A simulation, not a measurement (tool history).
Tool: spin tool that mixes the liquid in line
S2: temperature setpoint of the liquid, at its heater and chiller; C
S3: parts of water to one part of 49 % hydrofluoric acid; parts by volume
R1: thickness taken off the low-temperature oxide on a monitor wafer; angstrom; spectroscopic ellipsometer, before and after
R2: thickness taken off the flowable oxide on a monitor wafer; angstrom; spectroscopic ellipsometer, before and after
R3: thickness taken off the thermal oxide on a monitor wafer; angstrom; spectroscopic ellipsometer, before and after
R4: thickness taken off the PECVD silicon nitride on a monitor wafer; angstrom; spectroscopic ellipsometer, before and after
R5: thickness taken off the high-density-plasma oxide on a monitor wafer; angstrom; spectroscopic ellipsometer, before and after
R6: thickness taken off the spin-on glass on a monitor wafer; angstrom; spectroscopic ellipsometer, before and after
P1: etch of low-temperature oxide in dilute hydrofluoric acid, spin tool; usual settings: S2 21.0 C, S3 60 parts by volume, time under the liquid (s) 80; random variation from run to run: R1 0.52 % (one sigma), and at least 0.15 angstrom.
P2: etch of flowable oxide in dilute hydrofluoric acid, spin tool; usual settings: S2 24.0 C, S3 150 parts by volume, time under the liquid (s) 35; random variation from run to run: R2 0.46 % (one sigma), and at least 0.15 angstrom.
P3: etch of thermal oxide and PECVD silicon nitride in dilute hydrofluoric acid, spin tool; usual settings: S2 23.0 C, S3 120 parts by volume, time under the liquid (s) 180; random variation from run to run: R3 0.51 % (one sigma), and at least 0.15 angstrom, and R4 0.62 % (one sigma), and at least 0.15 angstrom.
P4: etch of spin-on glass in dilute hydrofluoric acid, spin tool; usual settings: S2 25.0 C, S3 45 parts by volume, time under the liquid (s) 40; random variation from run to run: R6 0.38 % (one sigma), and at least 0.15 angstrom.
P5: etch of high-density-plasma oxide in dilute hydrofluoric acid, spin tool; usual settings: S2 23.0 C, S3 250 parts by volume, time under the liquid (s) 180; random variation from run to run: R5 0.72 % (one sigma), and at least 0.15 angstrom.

{"run": 1, "hour": 10.2, "process that ran": "P1", "S2": 21.0, "S3": 60, "time under the liquid (s)": 80, "R1": 339.66}
{"run": 2, "hour": 19.9, "process that ran": "P1", "S2": 21.0, "S3": 60, "time under the liquid (s)": 80, "R1": 340.35}
{"run": 3, "hour": 28.6, "process that ran": "P1", "S2": 21.0, "S3": 60, "time under the liquid (s)": 30, "R1": 126.46}
{"run": 4, "hour": 39.2, "process that ran": "P2", "S2": 24.0, "S3": 75, "time under the liquid (s)": 35, "R2": 158.71}
{"run": 5, "hour": 53.7, "process that ran": "P3", "S2": 23.0, "S3": 45, "time under the liquid (s)": 180, "R3": 204.36, "R4": 135.73}
{"run": 6, "hour": 61.6, "process that ran": "P3", "S2": 23.0, "S3": 120, "time under the liquid (s)": 180, "R3": 69.489, "R4": 51.328}
{"run": 7, "hour": 77.8, "process that ran": "P1", "S2": 21.0, "S3": 60, "time under the liquid (s)": 80, "R1": 340.73}
{"run": 8, "hour": 86.8, "process that ran": "P5", "S2": 23.0, "S3": 250, "time under the liquid (s)": 180, "R5": 29.514}
{"run": 9, "hour": 102.3, "process that ran": "P1", "S2": 21.0, "S3": 60, "time under the liquid (s)": 125, "R1": 524.24}
{"run": 10, "hour": 117.5, "process that ran": "P1", "S2": 28.5, "S3": 60, "time under the liquid (s)": 80, "R1": 461.11}
{"run": 11, "hour": 134.2, "process that ran": "P4", "S2": 31.0, "S3": 45, "time under the liquid (s)": 40, "R6": 422.88}
{"run": 12, "hour": 148.0, "process that ran": "P1", "S2": 27.5, "S3": 20, "time under the liquid (s)": 80, "R1": 1402.8}
{"run": 13, "hour": 158.9, "process that ran": "P4", "S2": 25.0, "S3": 45, "time under the liquid (s)": 75, "R6": 625.75}
{"run": 14, "hour": 167.1, "process that ran": "P2", "S2": 24.0, "S3": 150, "time under the liquid (s)": 70, "R2": 144.96}
{"run": 15, "hour": 175.5, "process that ran": "P1", "S2": 21.0, "S3": 60, "time under the liquid (s)": 80, "R1": 340.2}
{"run": 16, "hour": 187.5, "process that ran": "P2", "S2": 24.0, "S3": 150, "time under the liquid (s)": 35, "R2": 73.058}
{"run": 17, "hour": 198.1, "process that ran": "P4", "S2": 25.0, "S3": 45, "time under the liquid (s)": 40, "R6": 332.2}
{"run": 18, "hour": 207.4, "process that ran": "P2", "S2": 17.0, "S3": 150, "time under the liquid (s)": 35, "R2": 55.861}
{"run": 19, "hour": 215.2, "process that ran": "P1", "S2": 21.0, "S3": 60, "time under the liquid (s)": 80, "R1": 339.47}
{"run": 20, "hour": 227.1, "process that ran": "P5", "S2": 23.0, "S3": 250, "time under the liquid (s)": 350, "R5": 57.747}
{"hour": 234.5, "done": "hydrofluoric acid flow meter replaced"}
{"run": 21, "hour": 236.7, "process that ran": "P1", "S2": 21.0, "S3": 20, "time under the liquid (s)": 80, "R1": 1070.0}
{"run": 22, "hour": 246.0, "process that ran": "P1", "S2": 21.0, "S3": 60, "time under the liquid (s)": 80, "R1": 335.98}
{"run": 23, "hour": 262.5, "process that ran": "P4", "S2": 25.0, "S3": 45, "time under the liquid (s)": 40, "R6": 330.02}
{"run": 24, "hour": 273.4, "process that ran": "P5", "S2": 17.0, "S3": 250, "time under the liquid (s)": 180, "R5": 23.742}
{"run": 25, "hour": 287.0, "process that ran": "P2", "S2": 24.0, "S3": 150, "time under the liquid (s)": 35, "R2": 72.707}
{"run": 26, "hour": 297.2, "process that ran": "P1", "S2": 21.0, "S3": 60, "time under the liquid (s)": 80, "R1": 342.44}
{"run": 27, "hour": 310.3, "process that ran": "P3", "S2": 17.0, "S3": 120, "time under the liquid (s)": 180, "R3": 54.79, "R4": 34.416}
{"run": 28, "hour": 327.0, "process that ran": "P1", "S2": 21.0, "S3": 95, "time under the liquid (s)": 80, "R1": 203.69}
{"run": 29, "hour": 335.2, "process that ran": "P3", "S2": 23.0, "S3": 120, "time under the liquid (s)": 30, "R3": 11.52, "R4": 8.362}
{"run": 30, "hour": 350.2, "process that ran": "P1", "S2": 17.0, "S3": 60, "time under the liquid (s)": 80, "R1": 285.85}
{"run": 31, "hour": 364.8, "process that ran": "P1", "S2": 28.5, "S3": 85, "time under the liquid (s)": 80, "R1": 313.01}
{"run": 32, "hour": 375.5, "process that ran": "P4", "S2": 25.0, "S3": 20, "time under the liquid (s)": 40, "R6": 770.3}
{"run": 33, "hour": 386.1, "process that ran": "P5", "S2": 23.0, "S3": 115, "time under the liquid (s)": 180, "R5": 75.631}
{"run": 34, "hour": 401.4, "process that ran": "P1", "S2": 21.0, "S3": 60, "time under the liquid (s)": 80, "R1": 339.76}
{"run": 35, "hour": 418.5, "process that ran": "P1", "S2": 21.0, "S3": 60, "time under the liquid (s)": 80, "R1": 327.49}
{"run": 36, "hour": 435.3, "process that ran": "P1", "S2": 21.0, "S3": 60, "time under the liquid (s)": 80, "R1": 323.03}
{"run": 37, "hour": 444.5, "process that ran": "P1", "S2": 21.0, "S3": 60, "time under the liquid (s)": 80, "R1": 323.88}
{"run": 38, "hour": 460.6, "process that ran": "P1", "S2": 21.0, "S3": 60, "time under the liquid (s)": 80, "R1": 320.21}

Run 39 comes next. What will it give?
{"run": 39, "hour": 473.5, "process that ran": "P1", "S2": 21.0, "S3": 60, "time under the liquid (s)": 80, "R1": "?"}

R1: 320.53 angstrom

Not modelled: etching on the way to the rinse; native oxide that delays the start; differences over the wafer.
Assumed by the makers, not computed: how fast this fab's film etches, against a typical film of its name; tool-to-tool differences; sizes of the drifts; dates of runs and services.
